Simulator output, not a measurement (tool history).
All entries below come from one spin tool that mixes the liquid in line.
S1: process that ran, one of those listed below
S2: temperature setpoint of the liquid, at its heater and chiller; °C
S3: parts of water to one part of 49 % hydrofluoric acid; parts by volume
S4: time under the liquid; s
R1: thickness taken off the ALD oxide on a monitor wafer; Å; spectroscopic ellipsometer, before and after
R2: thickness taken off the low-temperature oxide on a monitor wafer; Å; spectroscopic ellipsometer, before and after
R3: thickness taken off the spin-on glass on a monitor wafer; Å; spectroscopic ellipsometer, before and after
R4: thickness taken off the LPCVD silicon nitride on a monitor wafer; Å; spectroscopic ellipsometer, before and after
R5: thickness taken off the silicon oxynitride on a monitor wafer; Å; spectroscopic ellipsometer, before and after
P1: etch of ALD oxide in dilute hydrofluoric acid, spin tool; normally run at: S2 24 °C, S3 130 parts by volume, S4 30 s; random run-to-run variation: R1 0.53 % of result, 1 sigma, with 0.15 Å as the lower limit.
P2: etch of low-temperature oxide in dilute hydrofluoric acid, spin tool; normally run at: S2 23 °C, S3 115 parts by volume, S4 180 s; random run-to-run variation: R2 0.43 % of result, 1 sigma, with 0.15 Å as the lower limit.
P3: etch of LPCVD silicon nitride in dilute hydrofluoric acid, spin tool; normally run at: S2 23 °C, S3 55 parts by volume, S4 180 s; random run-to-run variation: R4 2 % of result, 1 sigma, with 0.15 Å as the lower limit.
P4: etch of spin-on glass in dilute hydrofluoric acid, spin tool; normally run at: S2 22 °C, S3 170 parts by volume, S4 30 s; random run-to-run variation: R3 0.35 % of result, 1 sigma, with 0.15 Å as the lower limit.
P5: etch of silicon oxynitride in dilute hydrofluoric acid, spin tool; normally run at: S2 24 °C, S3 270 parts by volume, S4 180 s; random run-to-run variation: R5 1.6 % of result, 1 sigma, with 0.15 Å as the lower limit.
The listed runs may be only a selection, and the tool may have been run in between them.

run,hour,S1,S2,S3,S4,R1,R2,R3,R4,R5
1,2.8,P1,24,130,30,52.929,,,,
2,5.4,P2,23,115,180,,247.89,,,
3,8.3,P4,17,170,30,,,73.995,,
4,10.3,P3,23,55,180,,,,13.55,
5,12.5,P1,24,130,45,80.152,,,,
6,15.1,P3,19,55,180,,,,9.7368,
7,19.3,P5,24,270,365,,,,,30.734
8,22.2,P5,30.5,270,180,,,,,19.232
9,24.8,P1,18,40,30,149.67,,,,
10,27.6,P2,23,115,180,,247.62,,,
11,31.5,P1,24,25,30,312.13,,,,
12,34.9,P2,23,115,335,,462.01,,,
13,38.5,P2,17.5,115,180,,198.08,,,
14,40.5,P3,23,100,180,,,,7.1253,
15,42.5,P1,24,215,30,29.274,,,,
16,45.4,P5,24,395,180,,,,,9.7027
17,49,P3,23,55,180,,,,12.773,
18,51.1,P1,24,130,30,52.738,,,,
19,53.9,P4,22,170,55,,,167.08,,
20,56.4,P5,24,270,180,,,,,14.782
21,59.4,P1,24,130,15,26.601,,,,
22,62.2,P1,29,130,30,63.621,,,,
23,64.8,P1,24,130,30,53.129,,,,
24,66.9,P1,24,130,30,52.993,,,,
25,69.7,P1,24,130,30,53.708,,,,
26,72.9,P5,24,270,180,,,,,14.318
27,76.9,P3,23,55,50,,,,3.2376,
28,78.9,P1,19,130,30,43.413,,,,
29,81.6,P4,22,170,30,,,90.86,,
30,83.4,P4,22,170,30,,,91.119,,
31,86.3,P4,22,245,30,,,58.311,,
32,88.4,P2,23,30,180,,1056.8,,,

Predict the results of run 33:
33,90.7,P1,24,185,15,?,,,,

Run 33 produced R1 17.686 Å.
